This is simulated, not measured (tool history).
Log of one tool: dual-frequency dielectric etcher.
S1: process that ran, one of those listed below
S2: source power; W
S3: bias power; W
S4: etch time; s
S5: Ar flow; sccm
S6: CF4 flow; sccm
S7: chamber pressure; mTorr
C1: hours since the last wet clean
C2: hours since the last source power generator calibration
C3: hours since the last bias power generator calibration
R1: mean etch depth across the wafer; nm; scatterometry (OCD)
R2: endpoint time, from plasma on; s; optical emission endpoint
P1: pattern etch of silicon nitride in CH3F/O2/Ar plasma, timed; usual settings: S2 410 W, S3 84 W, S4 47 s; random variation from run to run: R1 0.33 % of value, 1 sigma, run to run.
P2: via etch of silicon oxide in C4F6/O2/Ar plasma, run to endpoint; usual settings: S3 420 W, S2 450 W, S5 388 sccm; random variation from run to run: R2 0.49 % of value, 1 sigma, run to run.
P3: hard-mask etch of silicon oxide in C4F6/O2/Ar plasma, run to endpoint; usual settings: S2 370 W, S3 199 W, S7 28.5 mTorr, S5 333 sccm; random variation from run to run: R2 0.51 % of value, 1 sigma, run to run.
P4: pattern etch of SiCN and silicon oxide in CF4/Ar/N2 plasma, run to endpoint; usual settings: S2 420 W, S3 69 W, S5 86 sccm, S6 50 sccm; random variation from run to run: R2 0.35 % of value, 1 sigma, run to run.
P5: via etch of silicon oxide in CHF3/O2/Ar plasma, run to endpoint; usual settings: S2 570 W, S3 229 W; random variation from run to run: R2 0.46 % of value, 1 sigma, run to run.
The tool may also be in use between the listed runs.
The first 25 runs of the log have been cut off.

run 26 hour=345 | S1=P3 S2=370 S3=199 S5=333 S7=28.5 | C1=173.3 C2=999.4 C3=2790.3 | R2=95.44
run 27 hour=358.4 | S1=P5 S2=570 S3=229 | C1=186.7 C2=1012.8 C3=2803.7 | R2=293.3
run 28 hour=374.9 | S1=P4 S2=420 S3=69 S5=86 S6=50 | C1=203.2 C2=1029.3 C3=2820.2 | R2=12.852
run 29 hour=384.5 | S1=P3 S2=370 S3=199 S5=333 S7=35.5 | C1=212.8 C2=1038.9 C3=2829.8 | R2=99.299
run 30 hour=400 | S1=P3 S2=370 S3=199 S5=234 S7=28.5 | C1=228.3 C2=1054.4 C3=2845.3 | R2=93.493
run 31 hour=412.9 | S1=P1 S2=410 S3=84 S4=47 | C1=241.2 C2=1067.3 C3=2858.2 | R1=34.333
run 32 hour=427.9 | S1=P4 S2=420 S3=69 S5=86 S6=50 | C1=256.2 C2=1082.3 C3=2873.2 | R2=13.058
run 33 hour=436 | S1=P1 S2=410 S3=105 S4=27.5 | C1=264.3 C2=1090.4 C3=2881.3 | R1=21.782
run 34 hour=444.1 | S1=P1 S2=410 S3=84 S4=47 | C1=272.4 C2=1098.5 C3=2889.4 | R1=34.414

Run 35 is up next; what results do you expect?
run 35 hour=461 | S1=P1 S2=410 S3=84 S4=47 | C1=289.3 C2=1115.4 C3=2906.3 | R1=?

{"run 35": {"R1": 34.737}}

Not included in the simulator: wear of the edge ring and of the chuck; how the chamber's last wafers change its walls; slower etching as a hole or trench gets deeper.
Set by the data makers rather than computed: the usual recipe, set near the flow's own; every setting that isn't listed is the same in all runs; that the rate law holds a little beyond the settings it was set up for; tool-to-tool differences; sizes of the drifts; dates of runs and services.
